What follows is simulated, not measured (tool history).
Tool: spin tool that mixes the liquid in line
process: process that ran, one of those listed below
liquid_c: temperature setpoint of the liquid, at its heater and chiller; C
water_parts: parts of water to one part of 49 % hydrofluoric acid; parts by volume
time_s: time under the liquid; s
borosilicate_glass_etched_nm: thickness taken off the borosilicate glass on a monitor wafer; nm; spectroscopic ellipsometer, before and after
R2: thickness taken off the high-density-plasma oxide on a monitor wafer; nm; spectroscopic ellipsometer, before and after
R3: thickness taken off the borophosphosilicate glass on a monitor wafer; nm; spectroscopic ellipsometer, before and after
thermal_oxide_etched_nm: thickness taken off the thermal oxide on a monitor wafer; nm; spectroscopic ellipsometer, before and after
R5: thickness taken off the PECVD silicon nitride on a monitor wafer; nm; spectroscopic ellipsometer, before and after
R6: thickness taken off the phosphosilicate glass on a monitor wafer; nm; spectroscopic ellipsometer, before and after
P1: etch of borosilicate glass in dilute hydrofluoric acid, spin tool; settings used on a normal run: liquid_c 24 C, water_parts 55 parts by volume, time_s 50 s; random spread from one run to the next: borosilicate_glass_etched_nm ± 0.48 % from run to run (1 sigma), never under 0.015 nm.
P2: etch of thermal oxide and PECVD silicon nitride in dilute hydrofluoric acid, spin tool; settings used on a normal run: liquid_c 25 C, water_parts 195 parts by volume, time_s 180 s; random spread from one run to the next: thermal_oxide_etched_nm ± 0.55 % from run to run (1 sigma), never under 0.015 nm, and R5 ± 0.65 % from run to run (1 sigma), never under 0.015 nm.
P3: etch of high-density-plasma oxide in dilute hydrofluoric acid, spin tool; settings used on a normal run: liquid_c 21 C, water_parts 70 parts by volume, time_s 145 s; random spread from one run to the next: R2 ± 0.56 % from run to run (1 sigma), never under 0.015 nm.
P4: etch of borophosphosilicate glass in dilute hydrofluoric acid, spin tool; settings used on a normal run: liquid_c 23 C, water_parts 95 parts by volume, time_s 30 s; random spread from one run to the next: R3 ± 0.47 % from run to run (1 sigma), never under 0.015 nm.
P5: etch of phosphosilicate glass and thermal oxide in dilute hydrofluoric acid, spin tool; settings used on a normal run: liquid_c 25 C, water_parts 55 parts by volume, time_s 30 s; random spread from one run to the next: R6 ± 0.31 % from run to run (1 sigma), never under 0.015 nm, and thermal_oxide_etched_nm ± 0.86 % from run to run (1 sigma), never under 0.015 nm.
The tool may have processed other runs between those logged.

{"run": 1, "day": 0.271, "process": "P1", "liquid_c": 24, "water_parts": 55, "time_s": 50, "borosilicate_glass_etched_nm": 29.324}
{"run": 2, "day": 0.671, "process": "P3", "liquid_c": 21, "water_parts": 30, "time_s": 145, "R2": 32.32}
{"run": 3, "day": 0.946, "process": "P4", "liquid_c": 23, "water_parts": 165, "time_s": 30, "R3": 13.669}
{"run": 4, "day": 1.279, "process": "P1", "liquid_c": 24, "water_parts": 55, "time_s": 50, "borosilicate_glass_etched_nm": 29.236}
{"run": 5, "day": 1.571, "process": "P3", "liquid_c": 17, "water_parts": 70, "time_s": 145, "R2": 11.055}
{"run": 6, "day": 1.921, "process": "P1", "liquid_c": 18.5, "water_parts": 55, "time_s": 50, "borosilicate_glass_etched_nm": 23.256}
{"run": 7, "day": 2.233, "process": "P4", "liquid_c": 29, "water_parts": 95, "time_s": 30, "R3": 32.689}
{"run": 8, "day": 2.638, "process": "P3", "liquid_c": 21, "water_parts": 70, "time_s": 145, "R2": 12.966}
{"run": 9, "day": 3.012, "process": "P2", "liquid_c": 25, "water_parts": 195, "time_s": 355, "thermal_oxide_etched_nm": 7.8285, "R5": 6.6207}
{"run": 10, "day": 3.329, "process": "P1", "liquid_c": 24, "water_parts": 55, "time_s": 50, "borosilicate_glass_etched_nm": 29.181}
{"run": 11, "day": 3.633, "process": "P1", "liquid_c": 24, "water_parts": 55, "time_s": 50, "borosilicate_glass_etched_nm": 29.251}
{"run": 12, "day": 3.917, "process": "P4", "liquid_c": 23, "water_parts": 95, "time_s": 60, "R3": 51.844}
{"run": 13, "day": 4.162, "process": "P4", "liquid_c": 23, "water_parts": 95, "time_s": 30, "R3": 25.916}
{"run": 14, "day": 4.462, "process": "P1", "liquid_c": 24, "water_parts": 85, "time_s": 75, "borosilicate_glass_etched_nm": 27.478}
{"run": 15, "day": 4.829, "process": "P2", "liquid_c": 25, "water_parts": 195, "time_s": 180, "thermal_oxide_etched_nm": 4.0324, "R5": 3.4218}
{"run": 16, "day": 5.229, "process": "P1", "liquid_c": 19, "water_parts": 30, "time_s": 50, "borosilicate_glass_etched_nm": 44.805}
{"run": 17, "day": 5.525, "process": "P5", "liquid_c": 25, "water_parts": 55, "time_s": 30, "thermal_oxide_etched_nm": 2.8521, "R6": 86.58}
{"run": 18, "day": 5.975, "process": "P2", "liquid_c": 25, "water_parts": 330, "time_s": 180, "thermal_oxide_etched_nm": 2.0406, "R5": 1.9908}
{"run": 19, "day": 6.238, "process": "P2", "liquid_c": 25, "water_parts": 195, "time_s": 180, "thermal_oxide_etched_nm": 3.9891, "R5": 3.3723}
{"run": 20, "day": 6.683, "process": "P1", "liquid_c": 24, "water_parts": 55, "time_s": 50, "borosilicate_glass_etched_nm": 29.486}
{"run": 21, "day": 7.054, "process": "P5", "liquid_c": 25, "water_parts": 20, "time_s": 30, "thermal_oxide_etched_nm": 8.2531, "R6": 249.03}
{"run": 22, "day": 7.292, "process": "P1", "liquid_c": 24, "water_parts": 80, "time_s": 50, "borosilicate_glass_etched_nm": 19.555}
{"run": 23, "day": 7.562, "process": "P5", "liquid_c": 25, "water_parts": 55, "time_s": 30, "thermal_oxide_etched_nm": 2.8767, "R6": 85.952}
{"run": 24, "day": 7.838, "process": "P3", "liquid_c": 21, "water_parts": 70, "time_s": 145, "R2": 13.019}
{"run": 25, "day": 8.217, "process": "P5", "liquid_c": 18, "water_parts": 55, "time_s": 30, "thermal_oxide_etched_nm": 2.1694, "R6": 64.511}
{"run": 26, "day": 8.454, "process": "P5", "liquid_c": 25, "water_parts": 55, "time_s": 15, "thermal_oxide_etched_nm": 1.4551, "R6": 43.071}
{"run": 27, "day": 8.829, "process": "P1", "liquid_c": 24, "water_parts": 55, "time_s": 15, "borosilicate_glass_etched_nm": 8.7628}
{"run": 28, "day": 9.217, "process": "P3", "liquid_c": 21, "water_parts": 70, "time_s": 230, "R2": 20.844}
{"run": 29, "day": 9.454, "process": "P1", "liquid_c": 24, "water_parts": 55, "time_s": 50, "borosilicate_glass_etched_nm": 29.199}
{"run": 30, "day": 9.846, "process": "P1", "liquid_c": 31, "water_parts": 55, "time_s": 50, "borosilicate_glass_etched_nm": 38.998}
{"run": 31, "day": 10.325, "process": "P1", "liquid_c": 24, "water_parts": 20, "time_s": 50, "borosilicate_glass_etched_nm": 83.737}
{"run": 32, "day": 10.671, "process": "P2", "liquid_c": 19, "water_parts": 195, "time_s": 180, "thermal_oxide_etched_nm": 3.1573, "R5": 2.3348}
{"run": 33, "day": 10.975, "process": "P1", "liquid_c": 24, "water_parts": 20, "time_s": 15, "borosilicate_glass_etched_nm": 25.531}
{"run": 34, "day": 11.204, "process": "P1", "liquid_c": 24, "water_parts": 55, "time_s": 95, "borosilicate_glass_etched_nm": 55.779}
{"run": 35, "day": 11.467, "process": "P1", "liquid_c": 24, "water_parts": 55, "time_s": 50, "borosilicate_glass_etched_nm": 29.355}
{"run": 36, "day": 11.779, "process": "P1", "liquid_c": 24, "water_parts": 55, "time_s": 50, "borosilicate_glass_etched_nm": 29.755}
{"run": 37, "day": 12.083, "process": "P1", "liquid_c": 24, "water_parts": 55, "time_s": 50, "borosilicate_glass_etched_nm": 30.106}
{"run": 38, "day": 12.471, "process": "P1", "liquid_c": 24, "water_parts": 55, "time_s": 50, "borosilicate_glass_etched_nm": 30.859}
{"run": 39, "day": 12.971, "process": "P1", "liquid_c": 24, "water_parts": 55, "time_s": 50, "borosilicate_glass_etched_nm": 30.797}
{"run": 40, "day": 13.429, "process": "P1", "liquid_c": 24, "water_parts": 55, "time_s": 50, "borosilicate_glass_etched_nm": 31.098}
{"run": 41, "day": 13.662, "process": "P1", "liquid_c": 24, "water_parts": 55, "time_s": 50, "borosilicate_glass_etched_nm": 30.933}
{"run": 42, "day": 14.029, "process": "P1", "liquid_c": 24, "water_parts": 55, "time_s": 50, "borosilicate_glass_etched_nm": 30.949}
{"run": 43, "day": 14.271, "process": "P1", "liquid_c": 24, "water_parts": 55, "time_s": 50, "borosilicate_glass_etched_nm": 30.925}
{"run": 44, "day": 14.542, "process": "P1", "liquid_c": 24, "water_parts": 55, "time_s": 50, "borosilicate_glass_etched_nm": 30.7}
{"run": 45, "day": 14.9, "process": "P1", "liquid_c": 24, "water_parts": 55, "time_s": 50, "borosilicate_glass_etched_nm": 31.186}

The output of P1 has drifted from where it used to be. Each of the 2 causes below, taken at the size shown beside it, accounts for the log equally well:
A: hydrofluoric acid flow above the setpoint (%) = 5.35
B: liquid hotter than its thermometer reads (K) = 1.38
The drift started at roughly day 11.467.

Which of the 4 check runs listed below, each an average over 3 wafers with its results shown as question marks, gives clearly different results under the different listed causes?
{"run": "check 1", "day": 15.258, "process": "P4", "liquid_c": 29, "water_parts": 95, "time_s": 30, "R3": "?"}
{"run": "check 2", "day": 15.258, "process": "P5", "liquid_c": 25, "water_parts": 35, "time_s": 15, "thermal_oxide_etched_nm": "?", "R6": "?"}
{"run": "check 3", "day": 15.258, "process": "P3", "liquid_c": 17, "water_parts": 40, "time_s": 145, "R2": "?"}
{"run": "check 4", "day": 15.258, "process": "P2", "liquid_c": 25, "water_parts": 195, "time_s": 305, "thermal_oxide_etched_nm": "?", "R5": "?"}

Expected result of each check under each candidate cause:
check=check_1 result=R3 if_A=34.656 if_B=34.424
check=check_2 result=thermal_oxide_etched_nm if_A=2.455 if_B=2.4602
check=check_2 result=R6 if_A=73.434 if_B=73.59
check=check_3 result=R2 if_A=21.128 if_B=21.25
check=check_4 result=thermal_oxide_etched_nm if_A=7.1806 if_B=7.0886
check=check_4 result=R5 if_A=6.0441 if_B=6.2548
Gap, in per cent, between the two causes that each check separates least, read from the result that separates them most: check 1 0.67 %; check 2 0.21 %; check 3 0.57 %; check 4 3.43 %
Of the check runs offered, only check 4 discriminates between the causes; the rest would read about the same regardless of which cause applies.

Check 4 was then run and gave: thermal_oxide_etched_nm 7.1768 nm; R5 5.9948 nm. Which cause is it?

It was cause A: hydrofluoric acid flow above the setpoint (%).
